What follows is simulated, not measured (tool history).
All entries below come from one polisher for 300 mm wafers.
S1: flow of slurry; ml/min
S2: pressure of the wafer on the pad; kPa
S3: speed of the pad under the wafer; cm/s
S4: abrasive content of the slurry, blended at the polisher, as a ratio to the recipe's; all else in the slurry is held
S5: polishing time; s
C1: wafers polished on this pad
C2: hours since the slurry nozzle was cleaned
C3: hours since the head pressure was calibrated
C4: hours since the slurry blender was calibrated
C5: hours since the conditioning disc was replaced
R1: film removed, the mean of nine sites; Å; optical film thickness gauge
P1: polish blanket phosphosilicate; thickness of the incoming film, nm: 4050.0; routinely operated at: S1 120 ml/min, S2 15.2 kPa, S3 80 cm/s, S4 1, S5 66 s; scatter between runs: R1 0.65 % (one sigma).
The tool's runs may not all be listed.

Run 1, hour 11.1: S1 120 ml/min, S2 15.2 kPa, S3 80 cm/s, S4 1, S5 66 s; C1 985; C2 106.4; C3 157.1; C4 73.1; C5 58.8. Result: R1 2834.2 Å.
Run 2, hour 22.6: S1 120 ml/min, S2 15.2 kPa, S3 36 cm/s, S4 1, S5 66 s; C1 1134; C2 117.9; C3 168.6; C4 84.6; C5 70.3. Result: R1 1481.2 Å.
Run 3, hour 32.9: S1 120 ml/min, S2 15.2 kPa, S3 110 cm/s, S4 1.25, S5 66 s; C1 1268; C2 128.2; C3 178.9; C4 94.9; C5 80.6. Result: R1 4010.2 Å.
Run 4, hour 39.7: S1 120 ml/min, S2 15.2 kPa, S3 80 cm/s, S4 0.7, S5 66 s; C1 1356; C2 135; C3 185.7; C4 101.7; C5 87.4. Result: R1 2331.8 Å.
Run 5, hour 52.5: S1 120 ml/min, S2 15.2 kPa, S3 80 cm/s, S4 1.3, S5 66 s; C1 1522; C2 147.8; C3 198.5; C4 114.5; C5 100.2. Result: R1 3160.6 Å.
Run 6, hour 63.8: S1 120 ml/min, S2 15.2 kPa, S3 80 cm/s, S4 1.45, S5 103 s; C1 1669; C2 159.1; C3 209.8; C4 125.8; C5 111.5. Result: R1 5127.5 Å.
Run 7, hour 74.7: S1 120 ml/min, S2 15.2 kPa, S3 80 cm/s, S4 1, S5 66 s; C1 1810; C2 170; C3 220.7; C4 136.7; C5 122.4. Result: R1 2813.6 Å.
Run 8, hour 87.8: S1 120 ml/min, S2 15.2 kPa, S3 58 cm/s, S4 0.55, S5 66 s; C1 1980; C2 183.1; C3 233.8; C4 149.8; C5 135.5. Result: R1 1586.4 Å.
Run 9, hour 100.6: S1 120 ml/min, S2 15.2 kPa, S3 80 cm/s, S4 1, S5 66 s; C1 2146; C2 195.9; C3 246.6; C4 162.6; C5 148.3. Result: R1 2818.7 Å.
Run 10, hour 111.4: S1 120 ml/min, S2 24.1 kPa, S3 80 cm/s, S4 1, S5 66 s; C1 2286; C2 206.7; C3 257.4; C4 173.4; C5 159.1. Result: R1 4471.5 Å.
Run 11, hour 120.2: S1 120 ml/min, S2 15.2 kPa, S3 80 cm/s, S4 1, S5 103 s; C1 2400; C2 215.5; C3 266.2; C4 182.2; C5 167.9. Result: R1 4466.4 Å.
Run 12, hour 131.8: S1 120 ml/min, S2 15.2 kPa, S3 80 cm/s, S4 1, S5 36 s; C1 2551; C2 227.1; C3 277.8; C4 193.8; C5 179.5. Result: R1 1524.4 Å.
Run 13, hour 142.3: S1 70 ml/min, S2 15.2 kPa, S3 80 cm/s, S4 1, S5 66 s; C1 2687; C2 237.6; C3 288.3; C4 204.3; C5 190. Result: R1 2434.7 Å.
Run 14, hour 148.6: S1 120 ml/min, S2 15.2 kPa, S3 80 cm/s, S4 1, S5 66 s; C1 2768; C2 243.9; C3 294.6; C4 210.6; C5 196.3. Result: R1 2816 Å.
Run 15, hour 161.7: S1 120 ml/min, S2 15.2 kPa, S3 80 cm/s, S4 1, S5 66 s; C1 2938; C2 257; C3 307.7; C4 223.7; C5 209.4. Result: R1 2804.8 Å.
Run 16, hour 168.1: S1 170 ml/min, S2 15.2 kPa, S3 80 cm/s, S4 1, S5 66 s; C1 3021; C2 263.4; C3 314.1; C4 230.1; C5 215.8. Result: R1 2989.5 Å.
Run 17, hour 182.5: S1 120 ml/min, S2 11 kPa, S3 80 cm/s, S4 1, S5 66 s; C1 3208; C2 277.8; C3 328.5; C4 244.5; C5 230.2. Result: R1 2039.2 Å.
Run 18, hour 194.6: S1 120 ml/min, S2 15.2 kPa, S3 110 cm/s, S4 1, S5 66 s; C1 3365; C2 289.9; C3 340.6; C4 256.6; C5 242.3. Result: R1 3640.3 Å.
Run 19, hour 201.7: S1 120 ml/min, S2 15.2 kPa, S3 80 cm/s, S4 1, S5 66 s; C1 3457; C2 297; C3 347.7; C4 263.7; C5 249.4. Result: R1 2833.3 Å.
Run 20, hour 215.2: S1 120 ml/min, S2 15.2 kPa, S3 80 cm/s, S4 1, S5 66 s; C1 3632; C2 310.5; C3 361.2; C4 277.2; C5 262.9. Result: R1 2665.5 Å.
Run 21, hour 223.7: S1 120 ml/min, S2 15.2 kPa, S3 80 cm/s, S4 1, S5 66 s; C1 3743; C2 319; C3 369.7; C4 285.7; C5 271.4. Result: R1 2610.8 Å.
Run 22, hour 235.2: S1 120 ml/min, S2 15.2 kPa, S3 80 cm/s, S4 1, S5 66 s; C1 3892; C2 330.5; C3 381.2; C4 297.2; C5 282.9. Result: R1 2561.6 Å.
Run 23, hour 245.8: S1 120 ml/min, S2 15.2 kPa, S3 80 cm/s, S4 1, S5 66 s; C1 4029; C2 341.1; C3 391.8; C4 307.8; C5 293.5. Result: R1 2548.6 Å.
At hour 248.5: head pressure recalibrated.
Run 24, hour 256.6: S1 120 ml/min, S2 15.2 kPa, S3 80 cm/s, S4 1, S5 66 s; C1 4169; C2 351.9; C3 8.1; C4 318.6; C5 304.3. Result: R1 2479.1 Å.
Run 25, hour 262.9: S1 120 ml/min, S2 15.2 kPa, S3 80 cm/s, S4 1, S5 66 s; C1 4251; C2 358.2; C3 14.4; C4 324.9; C5 310.6. Result: R1 2472.6 Å.
At hour 268.2: conditioning disc replaced and pad reconditioned.
Run 26, hour 275.7: S1 120 ml/min, S2 15.2 kPa, S3 80 cm/s, S4 1, S5 66 s; C1 4417; C2 371; C3 27.2; C4 337.7; C5 7.6. Result: R1 2451.1 Å.
At hour 285.3: slurry nozzle cleaned.
Run 27, hour 290.1: S1 120 ml/min, S2 15.2 kPa, S3 80 cm/s, S4 1, S5 66 s; C1 4604; C2 4.8; C3 41.6; C4 352.1; C5 22. Result: R1 2456.5 Å.
Run 28, hour 302.8: S1 120 ml/min, S2 15.2 kPa, S3 80 cm/s, S4 1, S5 66 s; C1 4769; C2 17.5; C3 54.3; C4 364.8; C5 34.7. Result: R1 2440 Å.
Run 29, hour 314.9: S1 120 ml/min, S2 15.2 kPa, S3 80 cm/s, S4 1, S5 66 s; C1 4926; C2 29.6; C3 66.4; C4 376.9; C5 46.8. Result: R1 2415.4 Å.
Run 30, hour 321.9: S1 120 ml/min, S2 15.2 kPa, S3 80 cm/s, S4 1, S5 66 s; C1 5016; C2 36.6; C3 73.4; C4 383.9; C5 53.8. Result: R1 2432.8 Å.

What P1 gives has crept away from where it was. These 2 causes fit the log equally well, each at the size given:
A: removal rate lost through wear of the pad, % = 13.6
B: abrasive missing from the slurry, % = 25.8
Onset of the creep was near hour 201.7.
All other causes, with the reason each is excluded:
slurry flow missing at the pad, %: work on it at hour 285.3, done after the drift set in, did not restore what the process gave before
head's pressure below its setpoint, %: work on it at hour 248.5, done after the drift set in, did not restore what the process gave before
time polished since the conditioner stopped cutting, s: work on it at hour 268.2, done after the drift set in, did not restore what the process gave before

Of the 4 check runs below, each run on 5 wafers with the results averaged and each result still a question mark, which one would tell the listed causes apart?
Run check 1, hour 328.9: S1 120 ml/min, S2 15.2 kPa, S3 44 cm/s, S4 1, S5 66 s. Result: R1 ?.
Run check 2, hour 328.9: S1 120 ml/min, S2 22.8 kPa, S3 80 cm/s, S4 0.75, S5 66 s. Result: R1 ?.
Run check 3, hour 328.9: S1 120 ml/min, S2 15.2 kPa, S3 62 cm/s, S4 1, S5 101 s. Result: R1 ?.
Run check 4, hour 328.9: S1 120 ml/min, S2 22.8 kPa, S3 80 cm/s, S4 1, S5 66 s. Result: R1 ?.

How each check would come out, cause by cause:
  check  result    if A    if B
check 1      R1  1509.5  1508.6
check 2      R1  3172.2  3103.5
check 3      R1  3039.2  3037.5
check 4      R1  3652.8  3650.8
Per check, the gap between the least separated pair of causes, taken in the result that splits them most: check 1 0.06 %; check 2 2.19 %; check 3 0.06 %; check 4 0.06 %
Only check 2 tells the causes apart: in the others they would give nearly the same result.

Check 2 has now been run. It gave: R1 3168.4 Å. Which of the candidate causes is it?

Of the candidate causes, it is A: removal rate lost through wear of the pad, %.
